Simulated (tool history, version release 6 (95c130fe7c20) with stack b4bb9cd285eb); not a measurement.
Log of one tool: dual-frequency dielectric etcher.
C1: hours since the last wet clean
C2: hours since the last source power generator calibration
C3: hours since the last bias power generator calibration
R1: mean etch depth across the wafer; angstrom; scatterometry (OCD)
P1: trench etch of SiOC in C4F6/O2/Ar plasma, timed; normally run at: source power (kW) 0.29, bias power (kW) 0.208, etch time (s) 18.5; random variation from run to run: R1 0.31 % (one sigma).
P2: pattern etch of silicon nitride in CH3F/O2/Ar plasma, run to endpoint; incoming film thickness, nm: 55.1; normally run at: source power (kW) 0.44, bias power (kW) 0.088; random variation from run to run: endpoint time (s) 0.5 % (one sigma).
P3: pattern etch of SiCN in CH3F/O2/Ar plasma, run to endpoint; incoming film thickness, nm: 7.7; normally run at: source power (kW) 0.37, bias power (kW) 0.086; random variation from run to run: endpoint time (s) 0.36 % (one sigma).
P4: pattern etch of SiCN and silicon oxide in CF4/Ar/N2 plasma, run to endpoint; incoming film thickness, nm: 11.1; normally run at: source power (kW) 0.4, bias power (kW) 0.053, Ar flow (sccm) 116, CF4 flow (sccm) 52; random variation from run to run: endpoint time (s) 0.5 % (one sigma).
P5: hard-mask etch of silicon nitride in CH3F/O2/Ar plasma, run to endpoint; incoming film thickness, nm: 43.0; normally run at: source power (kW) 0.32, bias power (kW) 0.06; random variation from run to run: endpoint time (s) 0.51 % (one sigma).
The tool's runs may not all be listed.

{"run": 1, "hour": 7.6, "process that ran": "P1", "source power (kW)": 0.29, "bias power (kW)": 0.208, "etch time (s)": 18.5, "C1": 394.3, "C2": 959, "C3": 2596.6, "R1": 359.19}
{"run": 2, "hour": 23.0, "process that ran": "P1", "source power (kW)": 0.29, "bias power (kW)": 0.208, "etch time (s)": 26, "C1": 409.7, "C2": 974.4, "C3": 2612, "R1": 503.12}
{"run": 3, "hour": 37.5, "process that ran": "P1", "source power (kW)": 0.29, "bias power (kW)": 0.208, "etch time (s)": 18.5, "C1": 424.2, "C2": 988.9, "C3": 2626.5, "R1": 360.81}
{"run": 4, "hour": 53.2, "process that ran": "P4", "source power (kW)": 0.28, "bias power (kW)": 0.053, "Ar flow (sccm)": 116, "CF4 flow (sccm)": 52, "C1": 439.9, "C2": 1004.6, "C3": 2642.2, "endpoint time (s)": 23.728}
{"run": 5, "hour": 66.5, "process that ran": "P1", "source power (kW)": 0.29, "bias power (kW)": 0.208, "etch time (s)": 18.5, "C1": 453.2, "C2": 1017.9, "C3": 2655.5, "R1": 359.91}
{"run": 6, "hour": 79.1, "process that ran": "P2", "source power (kW)": 0.59, "bias power (kW)": 0.088, "C1": 465.8, "C2": 1030.5, "C3": 2668.1, "endpoint time (s)": 63.684}
{"run": 7, "hour": 86.1, "process that ran": "P4", "source power (kW)": 0.4, "bias power (kW)": 0.053, "Ar flow (sccm)": 116, "CF4 flow (sccm)": 73, "C1": 472.8, "C2": 1037.5, "C3": 2675.1, "endpoint time (s)": 16.321}
{"run": 8, "hour": 98.2, "process that ran": "P3", "source power (kW)": 0.48, "bias power (kW)": 0.086, "C1": 484.9, "C2": 1049.6, "C3": 2687.2, "endpoint time (s)": 17.869}
{"run": 9, "hour": 113.8, "process that ran": "P4", "source power (kW)": 0.4, "bias power (kW)": 0.053, "Ar flow (sccm)": 116, "CF4 flow (sccm)": 52, "C1": 500.5, "C2": 1065.2, "C3": 2702.8, "endpoint time (s)": 17.232}
{"run": 10, "hour": 125.9, "process that ran": "P1", "source power (kW)": 0.36, "bias power (kW)": 0.208, "etch time (s)": 27, "C1": 512.6, "C2": 1077.3, "C3": 2714.9, "R1": 564.97}
{"run": 11, "hour": 138.9, "process that ran": "P1", "source power (kW)": 0.29, "bias power (kW)": 0.208, "etch time (s)": 18.5, "C1": 525.6, "C2": 1090.3, "C3": 2727.9, "R1": 358}
{"run": 12, "hour": 147.4, "process that ran": "P3", "source power (kW)": 0.37, "bias power (kW)": 0.086, "C1": 534.1, "C2": 1098.8, "C3": 2736.4, "endpoint time (s)": 19.702}
{"run": 13, "hour": 160.7, "process that ran": "P3", "source power (kW)": 0.37, "bias power (kW)": 0.086, "C1": 547.4, "C2": 1112.1, "C3": 2749.7, "endpoint time (s)": 19.632}
{"hour": 172.6, "done": "source power generator calibrated"}
{"run": 14, "hour": 176.7, "process that ran": "P1", "source power (kW)": 0.29, "bias power (kW)": 0.208, "etch time (s)": 18.5, "C1": 563.4, "C2": 4.1, "C3": 2765.7, "R1": 356.8}
{"run": 15, "hour": 185.9, "process that ran": "P1", "source power (kW)": 0.29, "bias power (kW)": 0.13, "etch time (s)": 18.5, "C1": 572.6, "C2": 13.3, "C3": 2774.9, "R1": 309.38}
{"run": 16, "hour": 193.3, "process that ran": "P5", "source power (kW)": 0.42, "bias power (kW)": 0.06, "C1": 580, "C2": 20.7, "C3": 2782.3, "endpoint time (s)": 65.127}
{"run": 17, "hour": 203.4, "process that ran": "P5", "source power (kW)": 0.32, "bias power (kW)": 0.084, "C1": 590.1, "C2": 30.8, "C3": 2792.4, "endpoint time (s)": 64.185}
{"run": 18, "hour": 217.0, "process that ran": "P1", "source power (kW)": 0.29, "bias power (kW)": 0.276, "etch time (s)": 18.5, "C1": 603.7, "C2": 44.4, "C3": 2806, "R1": 395.94}
{"run": 19, "hour": 224.6, "process that ran": "P1", "source power (kW)": 0.21, "bias power (kW)": 0.208, "etch time (s)": 18.5, "C1": 611.3, "C2": 52, "C3": 2813.6, "R1": 317.8}
{"run": 20, "hour": 237.5, "process that ran": "P4", "source power (kW)": 0.4, "bias power (kW)": 0.053, "Ar flow (sccm)": 116, "CF4 flow (sccm)": 52, "C1": 624.2, "C2": 64.9, "C3": 2826.5, "endpoint time (s)": 17.383}
{"run": 21, "hour": 244.5, "process that ran": "P3", "source power (kW)": 0.37, "bias power (kW)": 0.109, "C1": 631.2, "C2": 71.9, "C3": 2833.5, "endpoint time (s)": 17.973}
{"run": 22, "hour": 259.2, "process that ran": "P5", "source power (kW)": 0.32, "bias power (kW)": 0.06, "C1": 645.9, "C2": 86.6, "C3": 2848.2, "endpoint time (s)": 72.197}
{"run": 23, "hour": 272.8, "process that ran": "P1", "source power (kW)": 0.35, "bias power (kW)": 0.208, "etch time (s)": 18.5, "C1": 659.5, "C2": 100.2, "C3": 2861.8, "R1": 386.89}
{"run": 24, "hour": 288.7, "process that ran": "P1", "source power (kW)": 0.29, "bias power (kW)": 0.208, "etch time (s)": 18.5, "C1": 675.4, "C2": 116.1, "C3": 2877.7, "R1": 358.84}
{"run": 25, "hour": 296.6, "process that ran": "P2", "source power (kW)": 0.44, "bias power (kW)": 0.088, "C1": 683.3, "C2": 124, "C3": 2885.6, "endpoint time (s)": 71.361}
{"run": 26, "hour": 308.7, "process that ran": "P4", "source power (kW)": 0.4, "bias power (kW)": 0.044, "Ar flow (sccm)": 116, "CF4 flow (sccm)": 52, "C1": 695.4, "C2": 136.1, "C3": 2897.7, "endpoint time (s)": 18.44}
{"run": 27, "hour": 324.5, "process that ran": "P2", "source power (kW)": 0.44, "bias power (kW)": 0.122, "C1": 711.2, "C2": 151.9, "C3": 2913.5, "endpoint time (s)": 63.451}
{"run": 28, "hour": 339.3, "process that ran": "P4", "source power (kW)": 0.4, "bias power (kW)": 0.053, "Ar flow (sccm)": 67, "CF4 flow (sccm)": 52, "C1": 726, "C2": 166.7, "C3": 2928.3, "endpoint time (s)": 15.753}
{"run": 29, "hour": 347.9, "process that ran": "P1", "source power (kW)": 0.29, "bias power (kW)": 0.208, "etch time (s)": 13, "C1": 734.6, "C2": 175.3, "C3": 2936.9, "R1": 252.45}
{"run": 30, "hour": 360.1, "process that ran": "P1", "source power (kW)": 0.29, "bias power (kW)": 0.208, "etch time (s)": 18.5, "C1": 746.8, "C2": 187.5, "C3": 2949.1, "R1": 359.6}
{"run": 31, "hour": 374.7, "process that ran": "P1", "source power (kW)": 0.29, "bias power (kW)": 0.208, "etch time (s)": 18.5, "C1": 761.4, "C2": 202.1, "C3": 2963.7, "R1": 359.2}
{"run": 32, "hour": 382.4, "process that ran": "P1", "source power (kW)": 0.29, "bias power (kW)": 0.208, "etch time (s)": 18.5, "C1": 769.1, "C2": 209.8, "C3": 2971.4, "R1": 362.78}
{"run": 33, "hour": 392.9, "process that ran": "P1", "source power (kW)": 0.29, "bias power (kW)": 0.208, "etch time (s)": 18.5, "C1": 779.6, "C2": 220.3, "C3": 2981.9, "R1": 360.92}
{"run": 34, "hour": 400.0, "process that ran": "P1", "source power (kW)": 0.29, "bias power (kW)": 0.208, "etch time (s)": 18.5, "C1": 786.7, "C2": 227.4, "C3": 2989, "R1": 363.6}
{"run": 35, "hour": 413.6, "process that ran": "P1", "source power (kW)": 0.29, "bias power (kW)": 0.208, "etch time (s)": 18.5, "C1": 800.3, "C2": 241, "C3": 3002.6, "R1": 362.48}
{"hour": 425.7, "done": "wet clean of the chamber"}
{"run": 36, "hour": 429.2, "process that ran": "P1", "source power (kW)": 0.29, "bias power (kW)": 0.208, "etch time (s)": 18.5, "C1": 3.5, "C2": 256.6, "C3": 3018.2, "R1": 363.05}
{"run": 37, "hour": 439.5, "process that ran": "P1", "source power (kW)": 0.29, "bias power (kW)": 0.208, "etch time (s)": 18.5, "C1": 13.8, "C2": 266.9, "C3": 3028.5, "R1": 363.83}
{"run": 38, "hour": 453.4, "process that ran": "P1", "source power (kW)": 0.29, "bias power (kW)": 0.208, "etch time (s)": 18.5, "C1": 27.7, "C2": 280.8, "C3": 3042.4, "R1": 364.05}
{"run": 39, "hour": 462.1, "process that ran": "P1", "source power (kW)": 0.29, "bias power (kW)": 0.208, "etch time (s)": 18.5, "C1": 36.4, "C2": 289.5, "C3": 3051.1, "R1": 364.48}

Forecast run 40:
{"run": 40, "hour": 476.6, "process that ran": "P1", "source power (kW)": 0.29, "bias power (kW)": 0.208, "etch time (s)": 18.5, "C1": 50.9, "C2": 304, "C3": 3065.6, "R1": "?"}

R1: 364.77 angstrom
